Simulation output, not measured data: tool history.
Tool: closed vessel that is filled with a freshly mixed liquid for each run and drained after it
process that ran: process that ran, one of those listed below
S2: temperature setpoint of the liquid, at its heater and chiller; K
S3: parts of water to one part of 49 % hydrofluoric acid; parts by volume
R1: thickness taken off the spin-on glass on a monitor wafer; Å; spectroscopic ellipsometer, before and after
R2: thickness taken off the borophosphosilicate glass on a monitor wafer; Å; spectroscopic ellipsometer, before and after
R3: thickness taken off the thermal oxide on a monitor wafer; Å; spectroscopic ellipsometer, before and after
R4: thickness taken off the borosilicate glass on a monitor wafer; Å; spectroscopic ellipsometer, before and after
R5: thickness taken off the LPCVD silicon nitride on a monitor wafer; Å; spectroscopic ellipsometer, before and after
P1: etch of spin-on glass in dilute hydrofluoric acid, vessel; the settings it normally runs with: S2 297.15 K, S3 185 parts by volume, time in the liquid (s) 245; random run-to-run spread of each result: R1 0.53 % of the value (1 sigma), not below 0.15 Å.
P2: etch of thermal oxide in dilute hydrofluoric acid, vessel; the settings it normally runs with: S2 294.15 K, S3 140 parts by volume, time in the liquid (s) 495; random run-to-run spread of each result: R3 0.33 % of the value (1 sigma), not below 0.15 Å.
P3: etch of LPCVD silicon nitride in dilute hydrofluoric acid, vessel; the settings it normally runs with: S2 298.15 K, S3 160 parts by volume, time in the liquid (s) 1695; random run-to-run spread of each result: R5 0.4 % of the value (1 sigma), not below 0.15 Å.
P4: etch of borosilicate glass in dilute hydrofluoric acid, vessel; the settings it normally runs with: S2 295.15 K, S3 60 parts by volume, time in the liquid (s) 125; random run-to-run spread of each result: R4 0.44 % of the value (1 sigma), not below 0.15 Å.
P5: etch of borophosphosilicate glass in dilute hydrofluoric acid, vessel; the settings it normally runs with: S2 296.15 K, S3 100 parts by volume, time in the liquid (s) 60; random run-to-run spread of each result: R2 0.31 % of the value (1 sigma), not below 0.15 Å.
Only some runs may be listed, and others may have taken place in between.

Run 1, day 0.6: process that ran P1, S2 297.15 K, S3 185 parts by volume, time in the liquid (s) 245. Result: R1 412.59 Å.
Run 2, day 1.221: process that ran P1, S2 297.15 K, S3 185 parts by volume, time in the liquid (s) 245. Result: R1 409 Å.
Run 3, day 1.8: process that ran P1, S2 297.15 K, S3 185 parts by volume, time in the liquid (s) 245. Result: R1 416.03 Å.
Run 4, day 2.162: process that ran P5, S2 296.15 K, S3 180 parts by volume, time in the liquid (s) 60. Result: R2 107.97 Å.
Run 5, day 2.621: process that ran P2, S2 294.15 K, S3 140 parts by volume, time in the liquid (s) 495. Result: R3 141.92 Å.
Run 6, day 3.192: process that ran P4, S2 295.15 K, S3 105 parts by volume, time in the liquid (s) 125. Result: R4 276.04 Å.
At day 3.704: hydrofluoric acid flow meter replaced.
Run 7, day 3.808: process that ran P1, S2 297.15 K, S3 185 parts by volume, time in the liquid (s) 245. Result: R1 416 Å.
Run 8, day 4.092: process that ran P3, S2 298.15 K, S3 50 parts by volume, time in the liquid (s) 1695. Result: R5 181.76 Å.
Run 9, day 4.704: process that ran P1, S2 293.65 K, S3 185 parts by volume, time in the liquid (s) 245. Result: R1 359.06 Å.
Run 10, day 5.162: process that ran P1, S2 303.15 K, S3 50 parts by volume, time in the liquid (s) 245. Result: R1 2280.5 Å.
Run 11, day 5.754: process that ran P5, S2 296.15 K, S3 100 parts by volume, time in the liquid (s) 60. Result: R2 212.9 Å.
Run 12, day 6.362: process that ran P5, S2 290.15 K, S3 100 parts by volume, time in the liquid (s) 60. Result: R2 166.04 Å.
Run 13, day 6.95: process that ran P1, S2 297.15 K, S3 185 parts by volume, time in the liquid (s) 385. Result: R1 649.12 Å.
Run 14, day 7.321: process that ran P1, S2 297.15 K, S3 185 parts by volume, time in the liquid (s) 245. Result: R1 410.53 Å.
Run 15, day 7.825: process that ran P1, S2 297.15 K, S3 185 parts by volume, time in the liquid (s) 245. Result: R1 415.07 Å.
Run 16, day 8.446: process that ran P1, S2 297.15 K, S3 45 parts by volume, time in the liquid (s) 245. Result: R1 2010.4 Å.
Run 17, day 8.854: process that ran P4, S2 295.15 K, S3 60 parts by volume, time in the liquid (s) 210. Result: R4 860 Å.
Run 18, day 9.217: process that ran P2, S2 294.15 K, S3 245 parts by volume, time in the liquid (s) 495. Result: R3 72.832 Å.
Run 19, day 9.817: process that ran P2, S2 301.15 K, S3 140 parts by volume, time in the liquid (s) 495. Result: R3 184.08 Å.
Run 20, day 10.154: process that ran P4, S2 291.15 K, S3 60 parts by volume, time in the liquid (s) 125. Result: R4 430.6 Å.
Run 21, day 10.708: process that ran P1, S2 304.65 K, S3 185 parts by volume, time in the liquid (s) 30. Result: R1 65.728 Å.
Run 22, day 11.171: process that ran P1, S2 297.15 K, S3 185 parts by volume, time in the liquid (s) 55. Result: R1 92.826 Å.
Run 23, day 11.521: process that ran P3, S2 298.15 K, S3 160 parts by volume, time in the liquid (s) 1695. Result: R5 58.011 Å.
Run 24, day 12.146: process that ran P2, S2 294.15 K, S3 140 parts by volume, time in the liquid (s) 495. Result: R3 141.84 Å.
Run 25, day 12.762: process that ran P5, S2 296.15 K, S3 100 parts by volume, time in the liquid (s) 100. Result: R2 355.38 Å.
Run 26, day 13.329: process that ran P5, S2 296.15 K, S3 100 parts by volume, time in the liquid (s) 60. Result: R2 212.78 Å.
Run 27, day 13.721: process that ran P1, S2 290.15 K, S3 325 parts by volume, time in the liquid (s) 245. Result: R1 158.81 Å.
Run 28, day 14.233: process that ran P3, S2 290.15 K, S3 160 parts by volume, time in the liquid (s) 1695. Result: R5 33.953 Å.
Run 29, day 14.562: process that ran P1, S2 297.15 K, S3 295 parts by volume, time in the liquid (s) 245. Result: R1 230.19 Å.
Run 30, day 15.017: process that ran P4, S2 295.15 K, S3 60 parts by volume, time in the liquid (s) 125. Result: R4 511.51 Å.
Run 31, day 15.321: process that ran P3, S2 298.15 K, S3 160 parts by volume, time in the liquid (s) 325. Result: R5 11.28 Å.
Run 32, day 15.925: process that ran P2, S2 294.15 K, S3 140 parts by volume, time in the liquid (s) 785. Result: R3 224.11 Å.
Run 33, day 16.217: process that ran P1, S2 305.15 K, S3 185 parts by volume, time in the liquid (s) 245. Result: R1 549.62 Å.
Run 34, day 16.533: process that ran P3, S2 298.15 K, S3 160 parts by volume, time in the liquid (s) 1695. Result: R5 58.118 Å.
Run 35, day 17.112: process that ran P1, S2 297.15 K, S3 185 parts by volume, time in the liquid (s) 245. Result: R1 410.33 Å.
Run 36, day 17.617: process that ran P1, S2 297.15 K, S3 185 parts by volume, time in the liquid (s) 245. Result: R1 398.62 Å.
Run 37, day 18.183: process that ran P1, S2 297.15 K, S3 185 parts by volume, time in the liquid (s) 245. Result: R1 388.85 Å.
Run 38, day 18.792: process that ran P1, S2 297.15 K, S3 185 parts by volume, time in the liquid (s) 245. Result: R1 390.43 Å.
Run 39, day 19.225: process that ran P1, S2 297.15 K, S3 185 parts by volume, time in the liquid (s) 245. Result: R1 389.9 Å.
Run 40, day 19.654: process that ran P1, S2 297.15 K, S3 185 parts by volume, time in the liquid (s) 245. Result: R1 391.33 Å.
Run 41, day 20.008: process that ran P1, S2 297.15 K, S3 185 parts by volume, time in the liquid (s) 245. Result: R1 385.59 Å.

The output of P1 has drifted from where it used to be. Each of the 2 causes below, taken at the size shown beside it, accounts for the log equally well:
A: hydrofluoric acid flow below the setpoint (%) = 5.01
B: liquid colder than its thermometer reads (K) = 1.65
Creep in the process output first set in at about day 17.112.

The check runs listed below each take one wafer, and their results are still question marks. Under which run would the listed causes lead to clearly different results?
Run check 1, day 20.362: process that ran P4, S2 295.15 K, S3 95 parts by volume, time in the liquid (s) 170. Result: R4 ?.
Run check 2, day 20.362: process that ran P2, S2 299.15 K, S3 245 parts by volume, time in the liquid (s) 495. Result: R3 ?.
Run check 3, day 20.362: process that ran P5, S2 290.15 K, S3 180 parts by volume, time in the liquid (s) 60. Result: R2 ?.
Run check 4, day 20.362: process that ran P3, S2 298.15 K, S3 55 parts by volume, time in the liquid (s) 1695. Result: R5 ?.

What every check run would give for each of its results, assuming each possible cause in turn:
  check  result    if A    if B
check 1      R4  397.52  393.57
check 2      R3  81.513   82.06
check 3      R2  80.382   79.83
check 4      R5  158.09  148.83
Gap, in per cent, between the two causes that each check separates least, read from the result that separates them most: check 1 1 %; check 2 0.67 %; check 3 0.69 %; check 4 6.04 %
The causes can be told apart only by check 4. The other checks would give nearly the same results under each of them.

Check 4 was then run and gave: R5 148.15 Å. Which cause is it?

The correct cause is B, namely: liquid colder than its thermometer reads (K).

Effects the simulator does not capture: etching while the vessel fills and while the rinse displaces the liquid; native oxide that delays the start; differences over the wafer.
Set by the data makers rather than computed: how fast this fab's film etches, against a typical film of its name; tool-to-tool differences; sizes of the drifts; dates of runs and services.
